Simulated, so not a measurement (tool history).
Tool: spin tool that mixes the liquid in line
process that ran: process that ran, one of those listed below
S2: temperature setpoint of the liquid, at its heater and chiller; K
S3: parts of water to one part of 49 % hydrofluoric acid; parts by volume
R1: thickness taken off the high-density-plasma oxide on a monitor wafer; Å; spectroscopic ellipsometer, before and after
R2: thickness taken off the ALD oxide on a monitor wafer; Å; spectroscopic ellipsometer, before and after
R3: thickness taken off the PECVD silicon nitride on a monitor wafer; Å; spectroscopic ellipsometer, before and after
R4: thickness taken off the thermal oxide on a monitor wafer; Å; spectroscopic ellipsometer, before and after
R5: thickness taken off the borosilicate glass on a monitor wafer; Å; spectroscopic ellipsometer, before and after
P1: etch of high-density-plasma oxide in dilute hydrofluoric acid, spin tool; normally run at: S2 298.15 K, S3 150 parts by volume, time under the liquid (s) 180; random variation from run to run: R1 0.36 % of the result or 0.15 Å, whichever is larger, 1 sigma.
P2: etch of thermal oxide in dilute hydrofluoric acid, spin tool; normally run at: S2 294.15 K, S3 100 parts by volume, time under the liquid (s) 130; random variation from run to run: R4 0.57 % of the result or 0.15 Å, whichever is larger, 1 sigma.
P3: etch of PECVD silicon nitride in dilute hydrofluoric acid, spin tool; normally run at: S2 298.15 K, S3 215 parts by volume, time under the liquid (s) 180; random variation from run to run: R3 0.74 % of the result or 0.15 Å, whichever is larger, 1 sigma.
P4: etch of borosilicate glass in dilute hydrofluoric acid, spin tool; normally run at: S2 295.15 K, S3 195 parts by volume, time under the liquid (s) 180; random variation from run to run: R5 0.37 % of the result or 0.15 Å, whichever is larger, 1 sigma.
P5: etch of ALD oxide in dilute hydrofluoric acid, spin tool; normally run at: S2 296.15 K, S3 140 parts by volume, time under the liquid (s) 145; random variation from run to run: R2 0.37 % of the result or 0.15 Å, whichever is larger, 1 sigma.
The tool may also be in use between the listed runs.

run 1 hour=11.5 | process_that_ran=P1 S2=298.15 S3=150 time_under_the_liquid_(s)=180 | R1=61.897
run 2 hour=20.7 | process_that_ran=P5 S2=296.15 S3=140 time_under_the_liquid_(s)=70 | R2=145.63
run 3 hour=32.2 | process_that_ran=P1 S2=298.15 S3=150 time_under_the_liquid_(s)=180 | R1=62.105
run 4 hour=45.2 | process_that_ran=P1 S2=304.65 S3=150 time_under_the_liquid_(s)=180 | R1=78.596
run 5 hour=53.6 | process_that_ran=P3 S2=298.15 S3=215 time_under_the_liquid_(s)=45 | R3=9.6129
run 6 hour=60.8 | process_that_ran=P2 S2=294.15 S3=100 time_under_the_liquid_(s)=50 | R4=20.781
run 7 hour=70.5 | process_that_ran=P1 S2=291.15 S3=150 time_under_the_liquid_(s)=180 | R1=46.959
run 8 hour=80.9 | process_that_ran=P4 S2=295.15 S3=55 time_under_the_liquid_(s)=180 | R5=965.89
run 9 hour=88.4 | process_that_ran=P1 S2=298.15 S3=150 time_under_the_liquid_(s)=180 | R1=62.394
run 10 hour=96 | process_that_ran=P2 S2=290.15 S3=100 time_under_the_liquid_(s)=130 | R4=45.803
run 11 hour=108 | process_that_ran=P4 S2=295.15 S3=195 time_under_the_liquid_(s)=180 | R5=233.94
run 12 hour=122.7 | process_that_ran=P4 S2=302.15 S3=195 time_under_the_liquid_(s)=180 | R5=302.82
run 13 hour=131.1 | process_that_ran=P4 S2=295.15 S3=195 time_under_the_liquid_(s)=315 | R5=410.38
run 14 hour=139.5 | process_that_ran=P2 S2=294.15 S3=100 time_under_the_liquid_(s)=130 | R4=54.34
run 15 hour=147.8 | process_that_ran=P5 S2=302.65 S3=140 time_under_the_liquid_(s)=145 | R2=383.41
run 16 hour=156.5 | process_that_ran=P1 S2=298.15 S3=150 time_under_the_liquid_(s)=180 | R1=62.236
run 17 hour=169.7 | process_that_ran=P3 S2=298.15 S3=215 time_under_the_liquid_(s)=180 | R3=38.291
run 18 hour=181.6 | process_that_ran=P2 S2=294.15 S3=20 time_under_the_liquid_(s)=130 | R4=296.33
run 19 hour=189.2 | process_that_ran=P1 S2=298.15 S3=210 time_under_the_liquid_(s)=180 | R1=41.336
run 20 hour=201.1 | process_that_ran=P1 S2=298.15 S3=80 time_under_the_liquid_(s)=180 | R1=126.54
run 21 hour=212.5 | process_that_ran=P1 S2=298.15 S3=150 time_under_the_liquid_(s)=30 | R1=10.121
run 22 hour=222.7 | process_that_ran=P3 S2=303.15 S3=215 time_under_the_liquid_(s)=180 | R3=50.676
run 23 hour=230.6 | process_that_ran=P3 S2=298.15 S3=375 time_under_the_liquid_(s)=180 | R3=21.95
run 24 hour=237.8 | process_that_ran=P5 S2=296.15 S3=140 time_under_the_liquid_(s)=145 | R2=302.74
run 25 hour=249.8 | process_that_ran=P1 S2=293.15 S3=150 time_under_the_liquid_(s)=105 | R1=29.614
run 26 hour=257.2 | process_that_ran=P1 S2=298.15 S3=150 time_under_the_liquid_(s)=325 | R1=111.43
run 27 hour=267.4 | process_that_ran=P5 S2=296.15 S3=140 time_under_the_liquid_(s)=145 | R2=302.53
run 28 hour=279.4 | process_that_ran=P1 S2=302.65 S3=150 time_under_the_liquid_(s)=295 | R1=120.67
run 29 hour=288.2 | process_that_ran=P4 S2=295.15 S3=195 time_under_the_liquid_(s)=180 | R5=234.33
run 30 hour=300.2 | process_that_ran=P5 S2=296.15 S3=200 time_under_the_liquid_(s)=145 | R2=196.08
run 31 hour=314.2 | process_that_ran=P1 S2=298.15 S3=150 time_under_the_liquid_(s)=180 | R1=61.733

Forecast run 32:
run 32 hour=320.9 | process_that_ran=P1 S2=298.15 S3=150 time_under_the_liquid_(s)=180 | R1=?

R1: 63.106 Å
